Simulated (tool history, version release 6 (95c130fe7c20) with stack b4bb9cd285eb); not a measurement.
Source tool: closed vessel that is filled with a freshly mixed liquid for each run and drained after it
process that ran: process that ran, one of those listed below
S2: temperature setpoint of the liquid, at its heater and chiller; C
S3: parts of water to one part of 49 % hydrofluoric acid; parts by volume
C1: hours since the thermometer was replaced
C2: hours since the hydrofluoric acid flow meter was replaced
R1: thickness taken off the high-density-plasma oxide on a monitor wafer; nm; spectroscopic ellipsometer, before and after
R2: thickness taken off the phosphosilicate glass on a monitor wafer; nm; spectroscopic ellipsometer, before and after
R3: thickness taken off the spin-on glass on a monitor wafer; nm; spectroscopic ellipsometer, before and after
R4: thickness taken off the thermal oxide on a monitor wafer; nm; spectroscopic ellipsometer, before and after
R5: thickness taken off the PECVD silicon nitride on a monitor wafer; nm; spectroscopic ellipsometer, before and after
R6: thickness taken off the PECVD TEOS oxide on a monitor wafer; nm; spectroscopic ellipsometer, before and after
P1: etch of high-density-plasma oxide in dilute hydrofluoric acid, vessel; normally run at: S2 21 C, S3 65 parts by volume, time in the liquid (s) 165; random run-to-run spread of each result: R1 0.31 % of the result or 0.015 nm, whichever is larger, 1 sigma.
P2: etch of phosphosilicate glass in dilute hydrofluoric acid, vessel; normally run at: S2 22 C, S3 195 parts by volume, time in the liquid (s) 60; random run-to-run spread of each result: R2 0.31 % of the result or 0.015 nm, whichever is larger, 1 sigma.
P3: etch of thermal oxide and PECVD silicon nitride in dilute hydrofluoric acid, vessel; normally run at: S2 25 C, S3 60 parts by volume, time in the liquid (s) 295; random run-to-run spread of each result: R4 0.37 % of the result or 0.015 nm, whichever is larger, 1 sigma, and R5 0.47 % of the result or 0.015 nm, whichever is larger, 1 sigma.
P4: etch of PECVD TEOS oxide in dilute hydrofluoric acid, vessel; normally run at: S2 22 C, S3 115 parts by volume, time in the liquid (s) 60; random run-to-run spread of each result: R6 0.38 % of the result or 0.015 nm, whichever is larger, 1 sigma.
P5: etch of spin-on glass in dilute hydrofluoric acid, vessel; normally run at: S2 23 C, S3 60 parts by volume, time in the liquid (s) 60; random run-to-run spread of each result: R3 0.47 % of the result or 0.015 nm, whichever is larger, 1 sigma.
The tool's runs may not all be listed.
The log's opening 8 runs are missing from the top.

Run 9, day 3.058: process that ran P1, S2 21 C, S3 65 parts by volume, time in the liquid (s) 165; C1 840.7; C2 381.6. Result: R1 12.078 nm.
Run 10, day 3.296: process that ran P1, S2 21 C, S3 65 parts by volume, time in the liquid (s) 290; C1 846.4; C2 387.3. Result: R1 21.085 nm.
Run 11, day 3.742: process that ran P1, S2 28 C, S3 65 parts by volume, time in the liquid (s) 165; C1 857.1; C2 398. Result: R1 15.983 nm.
Run 12, day 4.162: process that ran P1, S2 21 C, S3 65 parts by volume, time in the liquid (s) 70; C1 867.2; C2 408.1. Result: R1 5.1083 nm.
Run 13, day 4.638: process that ran P3, S2 25 C, S3 100 parts by volume, time in the liquid (s) 295; C1 878.6; C2 419.5. Result: R4 13.799 nm, R5 8.0888 nm.
Run 14, day 5.029: process that ran P2, S2 22 C, S3 195 parts by volume, time in the liquid (s) 60; C1 888; C2 428.9. Result: R2 21.274 nm.
Run 15, day 5.421: process that ran P5, S2 23 C, S3 20 parts by volume, time in the liquid (s) 60; C1 897.4; C2 438.3. Result: R3 135.97 nm.
Run 16, day 5.854: process that ran P2, S2 22 C, S3 195 parts by volume, time in the liquid (s) 30; C1 907.8; C2 448.7. Result: R2 10.604 nm.
Run 17, day 6.204: process that ran P1, S2 21 C, S3 65 parts by volume, time in the liquid (s) 165; C1 916.2; C2 457.1. Result: R1 11.991 nm.
Run 18, day 6.696: process that ran P2, S2 27 C, S3 195 parts by volume, time in the liquid (s) 60; C1 928; C2 468.9. Result: R2 25.66 nm.
Run 19, day 7.154: process that ran P1, S2 21 C, S3 90 parts by volume, time in the liquid (s) 165; C1 939; C2 479.9. Result: R1 8.4363 nm.
Run 20, day 7.438: process that ran P5, S2 23 C, S3 60 parts by volume, time in the liquid (s) 60; C1 945.8; C2 486.7. Result: R3 43.025 nm.
Run 21, day 7.792: process that ran P3, S2 18 C, S3 60 parts by volume, time in the liquid (s) 295; C1 954.3; C2 495.2. Result: R4 18.048 nm, R5 8.2735 nm.
Run 22, day 8.017: process that ran P4, S2 17 C, S3 115 parts by volume, time in the liquid (s) 60; C1 959.7; C2 500.6. Result: R6 5.8764 nm.
Run 23, day 8.383: process that ran P3, S2 25 C, S3 60 parts by volume, time in the liquid (s) 40; C1 968.5; C2 509.4. Result: R4 3.3211 nm, R5 1.8119 nm.

Expected results for the next run?
Run 24, day 8.821: process that ran P1, S2 21 C, S3 65 parts by volume, time in the liquid (s) 165; C1 979; C2 519.9. Result: R1 ?.

For run 24 the tool returned R1 12.025 nm.

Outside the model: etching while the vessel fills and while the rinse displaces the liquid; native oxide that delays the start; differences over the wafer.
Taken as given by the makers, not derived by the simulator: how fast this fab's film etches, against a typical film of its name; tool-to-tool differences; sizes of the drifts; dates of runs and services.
